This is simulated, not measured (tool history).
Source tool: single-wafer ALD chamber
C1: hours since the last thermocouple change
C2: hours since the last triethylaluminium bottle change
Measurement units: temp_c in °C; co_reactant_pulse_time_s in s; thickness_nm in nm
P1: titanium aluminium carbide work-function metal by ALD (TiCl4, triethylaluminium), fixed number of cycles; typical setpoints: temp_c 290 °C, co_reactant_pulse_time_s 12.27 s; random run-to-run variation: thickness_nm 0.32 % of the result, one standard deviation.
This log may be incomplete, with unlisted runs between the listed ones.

run 1 hour=14.5 | temp_c=290 co_reactant_pulse_time_s=12.27 | C1=1495.9 C2=866.0 | thickness_nm=1.8645
run 2 hour=25.5 | temp_c=290 co_reactant_pulse_time_s=20.05 | C1=1506.9 C2=877.0 | thickness_nm=1.8836
run 3 hour=36.4 | temp_c=273 co_reactant_pulse_time_s=12.27 | C1=1517.8 C2=887.9 | thickness_nm=1.7153
run 4 hour=43.8 | temp_c=290 co_reactant_pulse_time_s=12.27 | C1=1525.2 C2=895.3 | thickness_nm=1.8664
run 5 hour=57.5 | temp_c=290 co_reactant_pulse_time_s=12.27 | C1=1538.9 C2=909.0 | thickness_nm=1.8631
run 6 hour=73.3 | temp_c=290 co_reactant_pulse_time_s=6.76 | C1=1554.7 C2=924.8 | thickness_nm=1.7084
run 7 hour=81.3 | temp_c=268 co_reactant_pulse_time_s=18.34 | C1=1562.7 C2=932.8 | thickness_nm=1.7030
run 8 hour=94.6 | temp_c=290 co_reactant_pulse_time_s=12.27 | C1=1576.0 C2=946.1 | thickness_nm=1.8610
run 9 hour=109.1 | temp_c=290 co_reactant_pulse_time_s=12.27 | C1=1590.5 C2=960.6 | thickness_nm=1.8618
run 10 hour=116.4 | temp_c=312 co_reactant_pulse_time_s=12.27 | C1=1597.8 C2=967.9 | thickness_nm=2.0520
run 11 hour=131.5 | temp_c=290 co_reactant_pulse_time_s=12.27 | C1=1612.9 C2=983.0 | thickness_nm=1.8581
run 12 hour=143.0 | temp_c=306 co_reactant_pulse_time_s=17.68 | C1=1624.4 C2=994.5 | thickness_nm=2.0130
run 13 hour=159.5 | temp_c=290 co_reactant_pulse_time_s=12.27 | C1=1640.9 C2=1011.0 | thickness_nm=1.8694
run 14 hour=173.6 | temp_c=290 co_reactant_pulse_time_s=12.27 | C1=1655.0 C2=1025.1 | thickness_nm=1.8543
run 15 hour=188.1 | temp_c=290 co_reactant_pulse_time_s=12.27 | C1=1669.5 C2=1039.6 | thickness_nm=1.8298
run 16 hour=201.1 | temp_c=290 co_reactant_pulse_time_s=12.27 | C1=1682.5 C2=1052.6 | thickness_nm=1.8323
run 17 hour=216.6 | temp_c=290 co_reactant_pulse_time_s=12.27 | C1=1698.0 C2=1068.1 | thickness_nm=1.8242
run 18 hour=228.7 | temp_c=290 co_reactant_pulse_time_s=12.27 | C1=1710.1 C2=1080.2 | thickness_nm=1.8283
run 19 hour=238.0 | temp_c=290 co_reactant_pulse_time_s=12.27 | C1=1719.4 C2=1089.5 | thickness_nm=1.8143
run 20 hour=250.0 | temp_c=290 co_reactant_pulse_time_s=12.27 | C1=1731.4 C2=1101.5 | thickness_nm=1.8333
run 21 hour=266.4 | temp_c=290 co_reactant_pulse_time_s=12.27 | C1=1747.8 C2=1117.9 | thickness_nm=1.8253
run 22 hour=277.7 | temp_c=290 co_reactant_pulse_time_s=12.27 | C1=1759.1 C2=1129.2 | thickness_nm=1.8148
run 23 hour=288.5 | temp_c=290 co_reactant_pulse_time_s=12.27 | C1=1769.9 C2=1140.0 | thickness_nm=1.8214

The log shows P1 creeping away from where it was. Any of the 2 causes listed here, at the size stated for it, fits the log just as well as the others:
A: triethylaluminium dose below that of a fresh bottle (%) = 22.2
B: wafer temperature below the value expected at the setpoint (K) = 5.12
The process output started creeping at around hour 159.5.

Question marks stand in for the results of the 4 check runs listed below, each run on one wafer. Under which run would the listed causes show clearly different results?
run check 1 hour=299.3 | temp_c=307 co_reactant_pulse_time_s=12.27 | thickness_nm=?
run check 2 hour=299.3 | temp_c=302 co_reactant_pulse_time_s=12.27 | thickness_nm=?
run check 3 hour=299.3 | temp_c=290 co_reactant_pulse_time_s=8.38 | thickness_nm=?
run check 4 hour=299.3 | temp_c=276 co_reactant_pulse_time_s=12.27 | thickness_nm=?

If the cause were each of the candidates in turn, the checks would give the following:
check=check_1 result=thickness_nm if_A=1.9589 if_B=1.9616
check=check_2 result=thickness_nm if_A=1.9175 if_B=1.9193
check=check_3 result=thickness_nm if_A=1.6895 if_B=1.7429
check=check_4 result=thickness_nm if_A=1.7049 if_B=1.7028
Per check, the gap between the least separated pair of causes, taken in the result that splits them most: check 1 0.13 %; check 2 0.1 %; check 3 3.11 %; check 4 0.12 %
Check 3 is the one run that separates the causes; every other check would come out nearly the same whichever cause is at work.

Check 3 has now been run. It gave: thickness_nm 1.6868 nm. Which of the candidate causes is it?

Of the candidate causes, it is A: triethylaluminium dose below that of a fresh bottle (%).
